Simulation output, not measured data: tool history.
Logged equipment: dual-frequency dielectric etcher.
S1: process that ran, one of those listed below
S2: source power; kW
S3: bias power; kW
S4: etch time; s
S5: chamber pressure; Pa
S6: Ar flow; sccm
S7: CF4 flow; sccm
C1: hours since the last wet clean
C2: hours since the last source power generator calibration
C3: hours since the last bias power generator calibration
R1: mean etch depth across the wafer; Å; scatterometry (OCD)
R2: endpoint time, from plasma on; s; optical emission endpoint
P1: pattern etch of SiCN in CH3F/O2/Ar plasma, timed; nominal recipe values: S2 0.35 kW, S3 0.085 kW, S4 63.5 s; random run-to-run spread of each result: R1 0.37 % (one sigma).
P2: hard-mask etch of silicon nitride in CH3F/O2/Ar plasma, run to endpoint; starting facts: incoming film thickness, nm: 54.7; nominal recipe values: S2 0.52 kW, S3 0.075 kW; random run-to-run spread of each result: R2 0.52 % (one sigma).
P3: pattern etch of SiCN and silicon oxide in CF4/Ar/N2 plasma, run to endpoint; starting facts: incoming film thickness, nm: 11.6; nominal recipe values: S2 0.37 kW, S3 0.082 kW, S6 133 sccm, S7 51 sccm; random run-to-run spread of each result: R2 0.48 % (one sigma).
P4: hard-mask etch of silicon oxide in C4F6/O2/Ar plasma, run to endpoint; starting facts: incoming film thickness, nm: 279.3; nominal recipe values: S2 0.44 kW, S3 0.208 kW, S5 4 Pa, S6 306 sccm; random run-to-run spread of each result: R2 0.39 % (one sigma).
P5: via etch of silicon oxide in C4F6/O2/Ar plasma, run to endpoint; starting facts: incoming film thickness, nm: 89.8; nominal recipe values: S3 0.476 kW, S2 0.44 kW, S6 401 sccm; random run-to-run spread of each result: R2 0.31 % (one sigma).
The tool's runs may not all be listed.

run 1 hour=8.4 | S1=P1 S2=0.35 S3=0.085 S4=63.5 | C1=315.8 C2=1951.4 C3=1073.7 | R1=241.07
run 2 hour=21.2 | S1=P1 S2=0.21 S3=0.085 S4=88.5 | C1=328.6 C2=1964.2 C3=1086.5 | R1=277.36
run 3 hour=30.3 | S1=P1 S2=0.48 S3=0.105 S4=63.5 | C1=337.7 C2=1973.3 C3=1095.6 | R1=289.94
run 4 hour=43.2 | S1=P1 S2=0.35 S3=0.067 S4=63.5 | C1=350.6 C2=1986.2 C3=1108.5 | R1=220.52
run 5 hour=55 | S1=P1 S2=0.22 S3=0.085 S4=63.5 | C1=362.4 C2=1998 C3=1120.3 | R1=202.12
-- hour=57.5 bias power generator calibrated
run 6 hour=63.7 | S1=P4 S2=0.44 S3=0.208 S5=5.53 S6=306 | C1=371.1 C2=2006.7 C3=6.2 | R2=83.93
run 7 hour=72.4 | S1=P5 S2=0.44 S3=0.647 S6=401 | C1=379.8 C2=2015.4 C3=14.9 | R2=17.441
run 8 hour=78.5 | S1=P4 S2=0.56 S3=0.208 S5=4 S6=306 | C1=385.9 C2=2021.5 C3=21 | R2=73.445
-- hour=80.6 wet clean of the chamber
run 9 hour=89.2 | S1=P3 S2=0.37 S3=0.111 S6=133 S7=51 | C1=8.7 C2=2032.2 C3=31.7 | R2=15.547
run 10 hour=99.6 | S1=P1 S2=0.35 S3=0.085 S4=35 | C1=19.1 C2=2042.6 C3=42.1 | R1=132
run 11 hour=111.4 | S1=P3 S2=0.37 S3=0.082 S6=133 S7=32 | C1=30.9 C2=2054.4 C3=53.9 | R2=18.536
run 12 hour=118.4 | S1=P4 S2=0.44 S3=0.208 S5=4 S6=236 | C1=37.9 C2=2061.4 C3=60.9 | R2=78.363
run 13 hour=127.9 | S1=P1 S2=0.35 S3=0.085 S4=80 | C1=47.4 C2=2070.9 C3=70.4 | R1=303.91
run 14 hour=135.7 | S1=P3 S2=0.37 S3=0.082 S6=173 S7=51 | C1=55.2 C2=2078.7 C3=78.2 | R2=18.234
run 15 hour=142.8 | S1=P4 S2=0.44 S3=0.293 S5=4 S6=306 | C1=62.3 C2=2085.8 C3=85.3 | R2=71.945
run 16 hour=152.3 | S1=P2 S2=0.72 S3=0.075 | C1=71.8 C2=2095.3 C3=94.8 | R2=62.315
run 17 hour=158.9 | S1=P1 S2=0.35 S3=0.085 S4=63.5 | C1=78.4 C2=2101.9 C3=101.4 | R1=240.14
run 18 hour=169 | S1=P1 S2=0.42 S3=0.085 S4=63.5 | C1=88.5 C2=2112 C3=111.5 | R1=257.79
run 19 hour=178.9 | S1=P5 S2=0.62 S3=0.476 S6=401 | C1=98.4 C2=2121.9 C3=121.4 | R2=17.305
run 20 hour=189.8 | S1=P4 S2=0.44 S3=0.208 S5=4 S6=306 | C1=109.3 C2=2132.8 C3=132.3 | R2=80.611
run 21 hour=201.7 | S1=P2 S2=0.52 S3=0.106 | C1=121.2 C2=2144.7 C3=144.2 | R2=62.115
run 22 hour=207.4 | S1=P2 S2=0.52 S3=0.075 | C1=126.9 C2=2150.4 C3=149.9 | R2=70.568
run 23 hour=216.1 | S1=P2 S2=0.52 S3=0.075 | C1=135.6 C2=2159.1 C3=158.6 | R2=70.347
run 24 hour=225 | S1=P3 S2=0.23 S3=0.082 S6=133 S7=51 | C1=144.5 C2=2168 C3=167.5 | R2=26.099
run 25 hour=234 | S1=P5 S2=0.44 S3=0.476 S6=401 | C1=153.5 C2=2177 C3=176.5 | R2=19.526
run 26 hour=240.5 | S1=P1 S2=0.35 S3=0.085 S4=63.5 | C1=160 C2=2183.5 C3=183 | R1=240.75
run 27 hour=252.3 | S1=P1 S2=0.35 S3=0.085 S4=63.5 | C1=171.8 C2=2195.3 C3=194.8 | R1=240.76
run 28 hour=261.3 | S1=P1 S2=0.35 S3=0.085 S4=63.5 | C1=180.8 C2=2204.3 C3=203.8 | R1=241.28
run 29 hour=269.7 | S1=P3 S2=0.37 S3=0.082 S6=133 S7=51 | C1=189.2 C2=2212.7 C3=212.2 | R2=17.425
run 30 hour=278.2 | S1=P5 S2=0.44 S3=0.476 S6=401 | C1=197.7 C2=2221.2 C3=220.7 | R2=19.536
run 31 hour=284.2 | S1=P1 S2=0.35 S3=0.105 S4=63.5 | C1=203.7 C2=2227.2 C3=226.7 | R1=260.43
run 32 hour=294.4 | S1=P5 S2=0.44 S3=0.476 S6=303 | C1=213.9 C2=2237.4 C3=236.9 | R2=19.055
run 33 hour=306 | S1=P4 S2=0.44 S3=0.208 S5=4 S6=306 | C1=225.5 C2=2249 C3=248.5 | R2=80.796
run 34 hour=316.9 | S1=P1 S2=0.35 S3=0.085 S4=63.5 | C1=236.4 C2=2259.9 C3=259.4 | R1=239.49
run 35 hour=324.8 | S1=P1 S2=0.35 S3=0.085 S4=63.5 | C1=244.3 C2=2267.8 C3=267.3 | R1=239.16
run 36 hour=331 | S1=P1 S2=0.35 S3=0.085 S4=63.5 | C1=250.5 C2=2274 C3=273.5 | R1=237.86
run 37 hour=343.6 | S1=P1 S2=0.35 S3=0.085 S4=63.5 | C1=263.1 C2=2286.6 C3=286.1 | R1=237.35
run 38 hour=351.9 | S1=P1 S2=0.35 S3=0.085 S4=63.5 | C1=271.4 C2=2294.9 C3=294.4 | R1=236.56
run 39 hour=362.4 | S1=P1 S2=0.35 S3=0.085 S4=63.5 | C1=281.9 C2=2305.4 C3=304.9 | R1=237.65
run 40 hour=369.3 | S1=P1 S2=0.35 S3=0.085 S4=63.5 | C1=288.8 C2=2312.3 C3=311.8 | R1=235.26
-- hour=378.3 wet clean of the chamber
run 41 hour=379.6 | S1=P1 S2=0.35 S3=0.085 S4=63.5 | C1=1.3 C2=2322.6 C3=322.1 | R1=237.27
run 42 hour=387.8 | S1=P1 S2=0.35 S3=0.085 S4=63.5 | C1=9.5 C2=2330.8 C3=330.3 | R1=237.2
run 43 hour=400 | S1=P1 S2=0.35 S3=0.085 S4=63.5 | C1=21.7 C2=2343 C3=342.5 | R1=236.09

The output of P1 has drifted from where it used to be. Each of the 2 causes below, taken at the size shown beside it, accounts for the log equally well:
A: bias power that arrives under what is set, % = 4.9
B: source power that arrives under what is set, % = 4.85
Creep in the process output first set in at about hour 316.9.
Excluded causes, each with its reason:
chamber walls in a state that lowers the etch rate, %: work on it at hour 378.3, done after the drift set in, did not restore what the process gave before

The list below offers 4 check runs, each averaging the results of 3 wafers, and shows each result as a question mark. For which of them would the listed causes give clearly different results?
run check 1 hour=412.2 | S1=P2 S2=0.67 S3=0.098 | R2=?
run check 2 hour=412.2 | S1=P4 S2=0.5 S3=0.282 S5=4 S6=306 | R2=?
run check 3 hour=412.2 | S1=P5 S2=0.59 S3=0.59 S6=401 | R2=?
run check 4 hour=412.2 | S1=P3 S2=0.24 S3=0.082 S6=133 S7=51 | R2=?

How each check would come out, cause by cause:
check=check_1 result=R2 if_A=59.501 if_B=59.566
check=check_2 result=R2 if_A=70.642 if_B=70.778
check=check_3 result=R2 if_A=16.525 if_B=16.517
check=check_4 result=R2 if_A=25.737 if_B=26.342
Per-check spread between the two closest causes, in the result where they differ most: check 1 0.11 %; check 2 0.19 %; check 3 0.05 %; check 4 2.32 %
Check 4 is the one run that separates the causes; every other check would come out nearly the same whichever cause is at work.

Check 4 was carried out, with these results: R2 26.477 s. Which of the listed causes is responsible?

B is the cause: source power that arrives under what is set, %.

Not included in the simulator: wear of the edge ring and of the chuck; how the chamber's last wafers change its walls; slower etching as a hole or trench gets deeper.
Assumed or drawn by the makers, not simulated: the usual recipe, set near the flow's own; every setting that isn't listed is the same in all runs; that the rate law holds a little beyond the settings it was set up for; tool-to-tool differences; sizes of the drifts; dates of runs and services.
